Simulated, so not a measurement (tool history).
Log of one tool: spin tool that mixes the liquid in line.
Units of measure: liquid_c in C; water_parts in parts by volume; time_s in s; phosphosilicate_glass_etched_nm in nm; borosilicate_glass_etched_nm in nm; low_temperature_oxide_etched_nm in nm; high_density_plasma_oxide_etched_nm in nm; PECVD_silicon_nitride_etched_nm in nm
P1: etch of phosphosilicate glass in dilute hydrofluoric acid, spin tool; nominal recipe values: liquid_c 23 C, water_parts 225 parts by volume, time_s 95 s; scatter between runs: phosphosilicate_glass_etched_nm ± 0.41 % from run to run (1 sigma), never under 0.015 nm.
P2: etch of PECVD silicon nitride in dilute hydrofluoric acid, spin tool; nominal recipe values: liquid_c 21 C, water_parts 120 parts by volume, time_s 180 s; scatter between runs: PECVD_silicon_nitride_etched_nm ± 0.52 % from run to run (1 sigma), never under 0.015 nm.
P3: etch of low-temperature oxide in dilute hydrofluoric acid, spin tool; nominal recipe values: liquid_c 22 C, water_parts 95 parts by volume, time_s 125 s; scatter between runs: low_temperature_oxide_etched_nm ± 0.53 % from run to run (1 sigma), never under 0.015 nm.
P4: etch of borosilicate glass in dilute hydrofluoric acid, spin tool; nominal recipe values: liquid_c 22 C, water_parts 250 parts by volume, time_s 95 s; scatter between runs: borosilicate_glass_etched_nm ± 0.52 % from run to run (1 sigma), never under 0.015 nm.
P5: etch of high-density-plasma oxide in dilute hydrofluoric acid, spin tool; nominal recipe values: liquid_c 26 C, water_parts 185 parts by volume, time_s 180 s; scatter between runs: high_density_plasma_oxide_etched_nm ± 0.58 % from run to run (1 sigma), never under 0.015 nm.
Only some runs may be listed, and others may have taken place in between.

run,hour,process,liquid_c,water_parts,time_s,hours since the thermometer was replaced,hours since the hydrofluoric acid flow meter was replaced,phosphosilicate_glass_etched_nm,borosilicate_glass_etched_nm,low_temperature_oxide_etched_nm,high_density_plasma_oxide_etched_nm,PECVD_silicon_nitride_etched_nm
1,17.8,P1,23,225,95,1154.2,1322.5,41.265,,,,
2,36.0,P4,22,450,95,1172.4,1340.7,,4.8947,,,
3,51.4,P3,30,95,125,1187.8,1356.1,,,57.0710,,
4,69.3,P1,18,225,95,1205.7,1374.0,34.209,,,,
5,85.8,P5,26,110,180,1222.2,1390.5,,,,16.7090,
6,95.2,P1,23,75,95,1231.6,1399.9,147.840,,,,
7,104.6,P4,22,250,15,1241.0,1409.3,,1.6462,,,
8,114.0,P1,23,350,95,1250.4,1418.7,23.502,,,,
9,127.5,P2,21,120,15,1263.9,1432.2,,,,,0.45409
10,136.7,P1,23,225,95,1273.1,1441.4,41.703,,,,
11,145.0,P1,23,225,95,1281.4,1449.7,41.040,,,,
12,153.7,P4,17,250,95,1290.1,1458.4,,8.7123,,,
13,162.5,P5,26,185,180,1298.9,1467.2,,,,9.1602,
14,173.7,P1,23,225,95,1310.1,1478.4,41.498,,,,
15,189.0,P1,23,225,140,1325.4,1493.7,61.043,,,,
16,203.0,P3,22,40,125,1339.4,1507.7,,,105.5000,,
17,216.6,P3,22,95,125,1353.0,1521.3,,,41.7580,,
18,232.2,P1,23,225,50,1368.6,1536.9,21.888,,,,
19,243.5,P3,22,95,15,1379.9,1548.2,,,5.0013,,
20,260.7,P2,21,120,180,1397.1,1565.4,,,,,5.51730
21,277.1,P1,23,140,55,1413.5,1581.8,42.368,,,,
22,296.0,P5,33,185,180,1432.4,1600.7,,,,11.6700,
23,312.0,P2,21,120,180,1448.4,1616.7,,,,,5.55240
24,320.5,P4,22,250,95,1456.9,1625.2,,10.5100,,,
25,334.1,P2,17,120,180,1470.5,1638.8,,,,,4.21200
26,351.9,P5,26,185,50,1488.3,1656.6,,,,2.5677,
27,364.7,P1,23,225,95,1501.1,1669.4,41.612,,,,
28,382.5,P1,31,225,95,1518.9,1687.2,55.084,,,,
29,393.4,P1,23,225,95,1529.8,1698.1,41.540,,,,
30,405.7,P2,21,210,180,1542.1,1710.4,,,,,3.21590
31,419.2,P3,22,95,125,1555.6,1723.9,,,41.7370,,
32,433.5,P1,23,225,95,1569.9,1738.2,41.665,,,,
33,446.0,P1,23,225,95,1582.4,1750.7,42.585,,,,
34,454.7,P1,23,225,95,1591.1,1759.4,43.152,,,,
35,470.0,P1,23,225,95,1606.4,1774.7,44.169,,,,
36,485.6,P1,23,225,95,1622.0,1790.3,44.767,,,,
37,496.4,P1,23,225,95,1632.8,1801.1,44.987,,,,
38,508.4,P1,23,225,95,1644.8,1813.1,45.224,,,,
39,525.5,P1,23,225,95,1661.9,1830.2,45.118,,,,
40,534.4,P1,23,225,95,1670.8,1839.1,45.597,,,,
41,549.2,P1,23,225,95,1685.6,1853.9,45.305,,,,

Compared with where it was, what P1 gives has crept away. Each cause listed below fits the log as well as the rest, at the size given for it:
A: hydrofluoric acid flow above the setpoint (%) = 7.36
B: liquid hotter than its thermometer reads (K) = 2.4
At approximately hour 433.5, the process output began to creep.

Each of the 4 check runs below uses one wafer; its results are left as question marks. Which run tells the causes apart?
check 1,564.0,P2,17.5,205,180,,,,,,,?
check 2,564.0,P3,28.0,95,125,,,,,?,,
check 3,564.0,P5,26.0,185,90,,,,,,?,
check 4,564.0,P4,17.0,420,95,,,,?,,,

Predicted outcomes, by check and by cause:
check,result,if A,if B
check 1,PECVD_silicon_nitride_etched_nm,2.79030,3.05590
check 2,low_temperature_oxide_etched_nm,57.2600,57.9020
check 3,high_density_plasma_oxide_etched_nm,4.9797,4.9842
check 4,borosilicate_glass_etched_nm,4.9489,4.9057
How far apart the two closest causes lie, in the result that separates them most: check 1 9.09 %; check 2 1.12 %; check 3 0.09 %; check 4 0.88 %
Check 1 tells the causes apart: in the others they would give nearly the same result.

Check 1 was carried out, with these results: PECVD_silicon_nitride_etched_nm 3.09070 nm. Which of the listed causes is responsible?

Of the candidate causes, it is B: liquid hotter than its thermometer reads (K).
